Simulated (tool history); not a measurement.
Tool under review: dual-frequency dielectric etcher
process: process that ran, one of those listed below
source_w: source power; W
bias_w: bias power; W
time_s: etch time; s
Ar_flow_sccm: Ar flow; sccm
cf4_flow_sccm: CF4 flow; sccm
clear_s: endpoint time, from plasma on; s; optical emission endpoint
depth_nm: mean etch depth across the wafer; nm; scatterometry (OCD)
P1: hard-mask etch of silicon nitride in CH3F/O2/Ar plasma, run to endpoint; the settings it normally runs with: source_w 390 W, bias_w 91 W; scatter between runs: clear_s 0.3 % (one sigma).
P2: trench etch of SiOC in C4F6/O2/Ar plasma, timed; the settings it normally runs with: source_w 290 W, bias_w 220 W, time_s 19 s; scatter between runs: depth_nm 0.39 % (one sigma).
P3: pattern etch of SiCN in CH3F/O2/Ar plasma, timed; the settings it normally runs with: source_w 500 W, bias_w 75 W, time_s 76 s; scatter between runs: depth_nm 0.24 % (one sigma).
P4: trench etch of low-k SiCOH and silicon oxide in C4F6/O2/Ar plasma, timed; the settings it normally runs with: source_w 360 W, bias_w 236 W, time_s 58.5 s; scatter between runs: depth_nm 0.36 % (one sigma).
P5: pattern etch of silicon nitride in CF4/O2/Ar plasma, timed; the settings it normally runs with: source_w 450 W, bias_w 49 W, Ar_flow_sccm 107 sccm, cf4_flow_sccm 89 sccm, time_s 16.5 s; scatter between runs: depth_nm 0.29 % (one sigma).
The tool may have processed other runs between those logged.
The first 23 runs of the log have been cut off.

run,hour,process,source_w,bias_w,time_s,Ar_flow_sccm,cf4_flow_sccm,clear_s,depth_nm
24,155.6,P3,500,54,76,,,,27.817
25,161.9,P2,290,277,19,,,,39.219
26,166,P1,470,91,,,,38.424,
27,173.9,P4,360,236,32,,,,113.23
28,180.1,P1,390,73,,,,44.325,
29,188.4,P5,450,49,16.5,107,111,,29.039
30,197,P1,390,91,,,,41.115,
31,205.8,P1,390,91,,,,41.025,
32,210.2,P1,390,91,,,,41.311,

Run 33 comes next. What will it give?
33,216.5,P1,390,91,,,,?,

Run 33 measured clear_s 41.524 s.
